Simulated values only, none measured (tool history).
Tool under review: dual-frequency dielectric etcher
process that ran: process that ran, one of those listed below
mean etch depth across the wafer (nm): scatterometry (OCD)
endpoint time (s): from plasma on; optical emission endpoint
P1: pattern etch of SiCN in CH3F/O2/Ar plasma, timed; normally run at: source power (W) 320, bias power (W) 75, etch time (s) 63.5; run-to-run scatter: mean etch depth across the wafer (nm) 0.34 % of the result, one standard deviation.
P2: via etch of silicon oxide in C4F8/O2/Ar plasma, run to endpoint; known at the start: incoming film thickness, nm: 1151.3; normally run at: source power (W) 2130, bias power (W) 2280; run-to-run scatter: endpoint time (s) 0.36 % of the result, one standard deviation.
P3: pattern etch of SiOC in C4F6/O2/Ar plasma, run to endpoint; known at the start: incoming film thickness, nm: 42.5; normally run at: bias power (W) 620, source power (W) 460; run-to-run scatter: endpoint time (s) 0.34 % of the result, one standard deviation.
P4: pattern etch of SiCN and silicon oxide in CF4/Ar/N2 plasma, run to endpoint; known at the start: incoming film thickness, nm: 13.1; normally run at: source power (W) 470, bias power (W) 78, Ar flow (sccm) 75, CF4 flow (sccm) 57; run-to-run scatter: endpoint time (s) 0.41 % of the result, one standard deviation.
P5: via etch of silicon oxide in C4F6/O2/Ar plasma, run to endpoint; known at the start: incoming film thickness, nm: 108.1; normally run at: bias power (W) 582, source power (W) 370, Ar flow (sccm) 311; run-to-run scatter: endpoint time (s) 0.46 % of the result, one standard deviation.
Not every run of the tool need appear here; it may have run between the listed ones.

| run | hour | process that ran | source power (W) | bias power (W) | etch time (s) | Ar flow (sccm) | CF4 flow (sccm) | hours since the last wet clean | hours since the last source power generator calibration | hours since the last bias power generator calibration | mean etch depth across the wafer (nm) | endpoint time (s) |
|---|---|---|---|---|---|---|---|---|---|---|---|---|
| 1 | 9.8 | P1 | 320 | 75 | 63.5 |  |  | 169.9 | 562.8 | 1317.1 | 21.908 |  |
| 2 | 16.4 | P4 | 470 | 78 |  | 75 | 57 | 176.5 | 569.4 | 1323.7 |  | 14.437 |
| 3 | 25.8 | P2 | 2130 | 1441 |  |  |  | 185.9 | 578.8 | 1333.1 |  | 245.69 |
| 4 | 30.7 | P4 | 470 | 78 |  | 53 | 57 | 190.8 | 583.7 | 1338 |  | 13.801 |
| 5 | 35.5 | P4 | 610 | 78 |  | 75 | 57 | 195.6 | 588.5 | 1342.8 |  | 11.534 |
| 6 | 41.3 | P1 | 320 | 75 | 37.5 |  |  | 201.4 | 594.3 | 1348.6 | 12.874 |  |
| 7 | 47.2 | P5 | 520 | 582 |  | 311 |  | 207.3 | 600.2 | 1354.5 |  | 19.796 |
| 8 | 54.5 | P2 | 1430 | 2280 |  |  |  | 214.6 | 607.5 | 1361.8 |  | 253.28 |
| 9 | 64.6 | P2 | 2130 | 2280 |  |  |  | 224.7 | 617.6 | 1371.9 |  | 217.73 |
| 10 | 69.8 | P1 | 320 | 75 | 63.5 |  |  | 229.9 | 622.8 | 1377.1 | 21.832 |  |
| 11 | 80 | P4 | 470 | 78 |  | 75 | 42 | 240.1 | 633 | 1387.3 |  | 15.086 |
| 12 | 90.3 | P3 | 460 | 389 |  |  |  | 250.4 | 643.3 | 1397.6 |  | 15.49 |
| 13 | 98.2 | P4 | 470 | 62 |  | 75 | 57 | 258.3 | 651.2 | 1405.5 |  | 15.64 |
| 14 | 108.4 | P3 | 460 | 620 |  |  |  | 268.5 | 661.4 | 1415.7 |  | 12.956 |
| 15 | 113.2 | P1 | 320 | 75 | 63.5 |  |  | 273.3 | 666.2 | 1420.5 | 21.835 |  |
| 16 | 122.6 | P1 | 420 | 75 | 63.5 |  |  | 282.7 | 675.6 | 1429.9 | 24.084 |  |
| 17 | 130.4 | P1 | 320 | 75 | 63.5 |  |  | 290.5 | 683.4 | 1437.7 | 21.994 |  |
| 18 | 139.7 | P5 | 370 | 408 |  | 311 |  | 299.8 | 692.7 | 1447 |  | 25.565 |
| 19 | 145.5 | P4 | 470 | 78 |  | 75 | 57 | 305.6 | 698.5 | 1452.8 |  | 14.504 |
| 20 | 155.1 | P5 | 370 | 582 |  | 242 |  | 315.2 | 708.1 | 1462.4 |  | 21.773 |
| 21 | 162.8 | P1 | 320 | 102 | 63.5 |  |  | 322.9 | 715.8 | 1470.1 | 24.527 |  |
| 22 | 168.1 | P1 | 230 | 75 | 63.5 |  |  | 328.2 | 721.1 | 1475.4 | 19.423 |  |
| 23 | 176.3 | P1 | 380 | 53 | 63.5 |  |  | 336.4 | 729.3 | 1483.6 | 20.6 |  |
| 24 | 184.5 | P3 | 570 | 620 |  |  |  | 344.6 | 737.5 | 1491.8 |  | 11.969 |
| 25 | 194.1 | P1 | 320 | 99 | 43 |  |  | 354.2 | 747.1 | 1501.4 | 16.465 |  |
| 26 | 201.8 | P1 | 320 | 104 | 42.5 |  |  | 361.9 | 754.8 | 1509.1 | 16.682 |  |
| 27 | 210.8 | P5 | 370 | 582 |  | 311 |  | 370.9 | 763.8 | 1518.1 |  | 22.568 |
| 28 | 220.9 | P1 | 320 | 75 | 85.5 |  |  | 381 | 773.9 | 1528.2 | 29.437 |  |
| 29 | 228.3 | P1 | 320 | 75 | 63.5 |  |  | 388.4 | 781.3 | 1535.6 | 21.78 |  |
|  | 229.4 | source power generator calibrated |
| 30 | 234 | P1 | 320 | 75 | 63.5 |  |  | 394.1 | 4.7 | 1541.3 | 21.882 |  |
| 31 | 241.9 | P2 | 2130 | 2280 |  |  |  | 402 | 12.6 | 1549.2 |  | 217.19 |
| 32 | 248.2 | P1 | 320 | 51 | 63.5 |  |  | 408.3 | 18.9 | 1555.5 | 19.133 |  |
| 33 | 253.7 | P5 | 370 | 582 |  | 311 |  | 413.8 | 24.4 | 1561 |  | 22.422 |
| 34 | 261.5 | P1 | 320 | 75 | 63.5 |  |  | 421.6 | 32.2 | 1568.8 | 21.864 |  |
| 35 | 269.9 | P1 | 320 | 75 | 63.5 |  |  | 430 | 40.6 | 1577.2 | 21.947 |  |
| 36 | 278.8 | P1 | 320 | 75 | 63.5 |  |  | 438.9 | 49.5 | 1586.1 | 22.207 |  |
| 37 | 286.5 | P1 | 320 | 75 | 63.5 |  |  | 446.6 | 57.2 | 1593.8 | 22.116 |  |
| 38 | 294.7 | P1 | 320 | 75 | 63.5 |  |  | 454.8 | 65.4 | 1602 | 22.134 |  |
| 39 | 305.1 | P1 | 320 | 75 | 63.5 |  |  | 465.2 | 75.8 | 1612.4 | 22.284 |  |
| 40 | 310.8 | P1 | 320 | 75 | 63.5 |  |  | 470.9 | 81.5 | 1618.1 | 22.15 |  |
|  | 316.2 | wet clean of the chamber |
| 41 | 316.2 | P1 | 320 | 75 | 63.5 |  |  | 0 | 86.9 | 1623.5 | 22.293 |  |
| 42 | 322.3 | P1 | 320 | 75 | 63.5 |  |  | 6.1 | 93 | 1629.6 | 22.351 |  |
| 43 | 330.1 | P1 | 320 | 75 | 63.5 |  |  | 13.9 | 100.8 | 1637.4 | 22.261 |  |
| 44 | 335.7 | P1 | 320 | 75 | 63.5 |  |  | 19.5 | 106.4 | 1643 | 22.236 |  |

Compared with where it was, what P1 gives has crept away. Each cause listed below fits the log as well as the rest, at the size given for it:
A: bias power that arrives over what is set, % = 4.83
B: source power that arrives over what is set, % = 4.71
Creep in the process output first set in at about hour 261.5.
Other possible causes, and why each is ruled out:
chamber walls in a state that raises the etch rate, %: serviced after onset, at hour 316.2, with no recovery of the prior output

The 4 check runs listed below each average the results of 2 wafers, and their outcomes are marked with question marks. Under which run would the listed causes produce clearly different results?
| check 1 | 341.3 | P2 | 2130 | 2280 |  |  |  |  |  |  |  | ? |
| check 2 | 341.3 | P3 | 460 | 620 |  |  |  |  |  |  |  | ? |
| check 3 | 341.3 | P4 | 470 | 78 |  | 75 | 57 |  |  |  |  | ? |
| check 4 | 341.3 | P5 | 370 | 582 |  | 311 |  |  |  |  |  | ? |

How each check would come out, cause by cause:
| check | result | if A | if B |
|---|---|---|---|
| check 1 | endpoint time (s) | 213.31 | 212.37 |
| check 2 | endpoint time (s) | 12.707 | 12.723 |
| check 3 | endpoint time (s) | 14.221 | 13.875 |
| check 4 | endpoint time (s) | 22.024 | 22.053 |
Per check, the gap between the least separated pair of causes, taken in the result that splits them most: check 1 0.44 %; check 2 0.12 %; check 3 2.46 %; check 4 0.13 %
Of the check runs offered, only check 3 discriminates between the causes; the rest would read about the same regardless of which cause applies.

Check 3 was carried out, with these results: endpoint time (s) 14.261. Which of the listed causes is responsible?

The cause is A: bias power that arrives over what is set, %.
